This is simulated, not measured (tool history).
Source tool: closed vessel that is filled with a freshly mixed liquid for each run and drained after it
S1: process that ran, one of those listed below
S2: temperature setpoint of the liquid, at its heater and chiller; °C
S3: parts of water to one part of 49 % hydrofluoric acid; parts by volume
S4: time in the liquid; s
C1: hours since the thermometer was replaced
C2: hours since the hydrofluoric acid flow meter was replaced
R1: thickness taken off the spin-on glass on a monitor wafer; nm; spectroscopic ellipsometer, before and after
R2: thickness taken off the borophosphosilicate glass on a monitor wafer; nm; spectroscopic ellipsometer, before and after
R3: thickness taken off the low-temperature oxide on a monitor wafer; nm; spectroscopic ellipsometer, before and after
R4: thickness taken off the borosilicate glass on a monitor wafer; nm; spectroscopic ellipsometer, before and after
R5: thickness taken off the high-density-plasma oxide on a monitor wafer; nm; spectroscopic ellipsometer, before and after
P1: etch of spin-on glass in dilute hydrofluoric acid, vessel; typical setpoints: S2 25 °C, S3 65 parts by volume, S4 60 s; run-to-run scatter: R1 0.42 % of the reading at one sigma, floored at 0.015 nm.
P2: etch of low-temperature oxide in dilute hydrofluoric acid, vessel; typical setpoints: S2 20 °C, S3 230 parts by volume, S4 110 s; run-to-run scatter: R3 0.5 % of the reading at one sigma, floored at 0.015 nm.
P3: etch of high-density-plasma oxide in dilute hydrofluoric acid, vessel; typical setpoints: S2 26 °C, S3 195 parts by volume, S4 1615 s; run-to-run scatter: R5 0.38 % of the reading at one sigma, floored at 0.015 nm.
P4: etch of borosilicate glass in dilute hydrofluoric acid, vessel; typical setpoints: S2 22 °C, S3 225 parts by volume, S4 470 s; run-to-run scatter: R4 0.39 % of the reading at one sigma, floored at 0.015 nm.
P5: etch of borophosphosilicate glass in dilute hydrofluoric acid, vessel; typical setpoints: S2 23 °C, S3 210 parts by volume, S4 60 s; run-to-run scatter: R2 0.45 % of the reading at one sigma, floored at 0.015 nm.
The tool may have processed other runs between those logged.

run   hour  S1    S2   S3    S4     C1      C2      R1      R2      R3      R4      R5
  1   10.1  P1    25   65    60  333.5  1148.2  47.077
  2   17.2  P1    25   20    60  340.6  1155.3  163.28
  3   26.1  P5    23   35    60  349.5  1164.2          89.629
  4     31  P2    20  230   110  354.4  1169.1                  11.122
  5   37.7  P1  32.5   65    60  361.1  1175.8  63.331
  6   47.4  P4    22  225   470  370.8  1185.5                          45.103
  7   56.4  P5    23  210    95  379.8  1194.5          19.289
  8   62.2  P1    20   65    30  385.6  1200.3  19.253
      63.7  -- thermometer replaced
  9   72.5  P2    20  230   215    8.9  1210.6                   21.61
 10   81.4  P2    17  230   110   17.8  1219.5                  9.9692
 11   86.5  P1    25   65    60   22.9  1224.6  47.281
 12   95.9  P3  21.5  195  1615   32.3    1234                                  34.452
 13  105.4  P4    22  225   470   41.8  1243.5                          44.877
 14  115.4  P2    20  230   110   51.8  1253.5                  11.136
 15  124.4  P4    22  225    75   60.8  1262.5                          7.1448
 16  132.9  P1    25   65    60   69.3    1271  47.084
 17  140.1  P3    26  355  1615   76.5  1278.2                                  19.021
 18  148.1  P5    23  210    60   84.5  1286.2          12.282
     152.7  -- hydrofluoric acid flow meter replaced
 19  154.1  P3    26  195   725   90.5     1.4                                  18.382
 20  160.7  P2    20   40   110   97.1       8                  77.999
 21  168.7  P1    19   65    60  105.1      16  37.219
 22  173.9  P1    25   65    60  110.3    21.2  47.322
 23  183.4  P1    25  100    60  119.8    30.7  29.286
 24  188.1  P4    22  110   470  124.5    35.4                          103.92
 25  195.3  P1    25   65    60  131.7    42.6  47.396
 26  204.1  P1    25   65    60  140.5    51.4  47.026
 27  211.4  P4    17  225   470  147.8    58.7                           37.32
 28  216.7  P1    25   65    30  153.1      64  23.599
 29  223.2  P1    25   65   115  159.6    70.5  90.713
 30  230.7  P5    29  210    60  167.1      78          15.078
 31  237.1  P3    26  195  1615  173.5    84.4                                  40.659
 32    244  P1    25   65    60  180.4    91.3  47.074
 33  248.9  P1    25   65    60  185.3    96.2  48.058
 34  257.5  P1    25   65    60  193.9   104.8  49.592
 35  262.8  P1    25   65    60  199.2   110.1  49.972
 36  271.8  P1    25   65    60  208.2   119.1  50.416
 37  277.8  P1    25   65    60  214.2   125.1  50.803
 38  283.2  P1    25   65    60  219.6   130.5  51.136
 39  288.9  P1    25   65    60  225.3   136.2  50.903
 40  296.1  P1    25   65    60  232.5   143.4  51.506
 41  302.9  P1    25   65    60  239.3   150.2  51.574

P1 no longer gives what it gave before; its output has crept away from where it was. The following 2 causes, each at its listed size, fit the log equally well:
A: hydrofluoric acid flow above the setpoint (%) = 7.84
B: liquid hotter than its thermometer reads (K) = 2.05
Creep in the process output first set in at about hour 244.

Each of the 4 check runs below uses one wafer; its results are left as question marks. Which run tells the causes apart?
check 1  309.7  P4  22  135   220                       ?
check 2  309.7  P5  23   45    60               ?
check 3  309.7  P3  26  320  1615                           ?
check 4  309.7  P2  20   85   110                   ?

If the cause were each of the candidates in turn, the checks would give the following:
  check  result    if A    if B
check 1      R4  42.016  41.744
check 2      R2  74.573  74.946
check 3      R5  24.086  23.347
check 4      R3  37.985  38.049
Minimum pairwise separation of causes per check, each pair taken at its best-separating result: check 1 0.65 %; check 2 0.5 %; check 3 3.12 %; check 4 0.17 %
Check 3 is the one run that separates the causes; every other check would come out nearly the same whichever cause is at work.

Check 3 was then run and gave: R5 24.138 nm. Which cause is it?

The correct cause is A, namely: hydrofluoric acid flow above the setpoint (%).
